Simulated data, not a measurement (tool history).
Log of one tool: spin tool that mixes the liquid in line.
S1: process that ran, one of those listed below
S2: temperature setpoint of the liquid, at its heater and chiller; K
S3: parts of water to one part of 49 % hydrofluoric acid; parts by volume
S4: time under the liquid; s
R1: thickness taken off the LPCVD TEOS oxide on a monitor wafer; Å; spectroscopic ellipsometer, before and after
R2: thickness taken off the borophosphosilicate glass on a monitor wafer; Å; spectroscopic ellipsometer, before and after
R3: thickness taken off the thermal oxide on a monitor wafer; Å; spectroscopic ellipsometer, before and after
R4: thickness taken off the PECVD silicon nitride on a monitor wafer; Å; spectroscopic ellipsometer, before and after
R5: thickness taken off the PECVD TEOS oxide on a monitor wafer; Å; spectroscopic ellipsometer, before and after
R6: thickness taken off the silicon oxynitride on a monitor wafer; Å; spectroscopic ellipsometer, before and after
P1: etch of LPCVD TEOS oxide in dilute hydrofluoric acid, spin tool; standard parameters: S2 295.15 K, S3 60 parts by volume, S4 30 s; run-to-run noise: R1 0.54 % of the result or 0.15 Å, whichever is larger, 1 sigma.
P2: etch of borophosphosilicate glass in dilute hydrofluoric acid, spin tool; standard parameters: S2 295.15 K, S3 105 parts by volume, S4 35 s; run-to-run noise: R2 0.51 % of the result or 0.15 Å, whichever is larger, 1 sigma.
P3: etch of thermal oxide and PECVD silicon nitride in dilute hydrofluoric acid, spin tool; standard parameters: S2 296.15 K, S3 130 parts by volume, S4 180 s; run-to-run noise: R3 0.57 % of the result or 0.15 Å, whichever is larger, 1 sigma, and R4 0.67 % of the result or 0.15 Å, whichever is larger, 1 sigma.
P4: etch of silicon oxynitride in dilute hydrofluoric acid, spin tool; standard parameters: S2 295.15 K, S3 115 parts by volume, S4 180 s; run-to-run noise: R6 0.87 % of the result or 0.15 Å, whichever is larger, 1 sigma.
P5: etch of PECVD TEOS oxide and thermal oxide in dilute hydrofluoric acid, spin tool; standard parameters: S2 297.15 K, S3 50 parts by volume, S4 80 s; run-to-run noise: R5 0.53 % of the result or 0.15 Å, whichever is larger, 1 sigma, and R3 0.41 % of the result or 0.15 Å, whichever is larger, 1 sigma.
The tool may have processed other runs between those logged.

run   hour  S1      S2   S3   S4       R1      R2       R3      R4      R5      R6
  1    9.4  P1  295.15   60   30   97.462
  2   15.5  P2  295.15  105   35           262.62
  3   21.5  P3  296.15  220  180                    30.237  26.344
  4   30.9  P5  297.15   50   80                    77.007          250.59
  5   39.2  P1  302.15   60   15   63.887
  6   47.6  P3  302.65  130  180                    72.952  66.743
  7   54.2  P5  297.15   50   80                    77.494          250.60
  8   60.2  P1  295.15   60   30   96.664
  9   69.7  P1  295.15   60   45  146.150
 10   78.9  P2  295.15  105   50           374.20
 11   88.6  P4  295.15  115  180                                            25.241
 12   96.1  P4  295.15  115  275                                            39.379
 13  105.8  P1  295.15   60   30   97.262
 14  110.9  P4  295.15  115  180                                            25.622
 15  116.4  P3  296.15  130  180                    56.640  44.416
 16  123.8  P2  295.15  105   35           262.89
 17  133.9  P3  296.15  130  180                    56.871  44.911
 18  139.9  P1  295.15   85   30   66.748
 19  146.9  P1  295.15   20   30  307.920
 20  157.8  P2  290.65  105   35           218.22
 21  167.0  P1  295.15   60   15   48.289
 22  174.0  P3  296.15  130   65                    19.988  15.980
 23  183.9  P1  295.15  105   15   26.185
 24  193.4  P4  291.15  115  180                                            21.452
 25  202.9  P5  297.15   50  140                   133.980          434.02
 26  211.1  P5  304.15   50   80                   102.020          330.76
 27  217.7  P5  297.15   80   80                    46.297          149.56
 28  226.8  P4  295.15   70  180                                            43.722
 29  238.1  P1  290.15   60   30   78.937
 30  247.6  P1  303.15   60   30  134.580
 31  255.1  P1  295.15   60   30   97.298
 32  261.0  P2  295.15   55   35           526.86
 33  269.3  P1  295.15   60   30   97.180
 34  274.9  P1  295.15   60   30   98.917
 35  284.0  P1  295.15   60   30  102.940
 36  292.2  P1  295.15   60   30  101.710
 37  299.6  P1  295.15   60   30  103.040
 38  306.0  P1  295.15   60   30  102.810
 39  317.2  P1  295.15   60   30  103.040

What P1 gives has crept away from where it was. These 2 causes fit the log equally well, each at the size given:
A: liquid hotter than its thermometer reads (K) = 1.52
B: hydrofluoric acid flow above the setpoint (%) = 5.98
The onset of the drift is placed at about hour 269.3.

Which of the 4 check runs listed below, each an average over 2 wafers with its results shown as question marks, gives clearly different results under the different listed causes?
check 1  328.4  P2  295.15  105   35       ?
check 2  328.4  P5  297.15   50   80           ?       ?
check 3  328.4  P4  295.15  115  180                       ?
check 4  328.4  P3  296.15  130  180           ?   ?

What every check run would give for each of its results, assuming each possible cause in turn:
  check  result    if A    if B
check 1      R2  278.47  279.66
check 2      R3  81.848  81.817
check 2      R5  265.53  265.42
check 3      R6  27.693  27.448
check 4      R3  60.095  60.549
check 4      R4  48.791  46.792
Minimum pairwise separation of causes per check, each pair taken at its best-separating result: check 1 0.43 %; check 2 0.04 %; check 3 0.89 %; check 4 4.18 %
Check 4 is the one run that separates the causes; every other check would come out nearly the same whichever cause is at work.

Here is what check 4 returned: R3 60.157 Å; R4 46.863 Å. Which cause is it?

The cause is B: hydrofluoric acid flow above the setpoint (%).

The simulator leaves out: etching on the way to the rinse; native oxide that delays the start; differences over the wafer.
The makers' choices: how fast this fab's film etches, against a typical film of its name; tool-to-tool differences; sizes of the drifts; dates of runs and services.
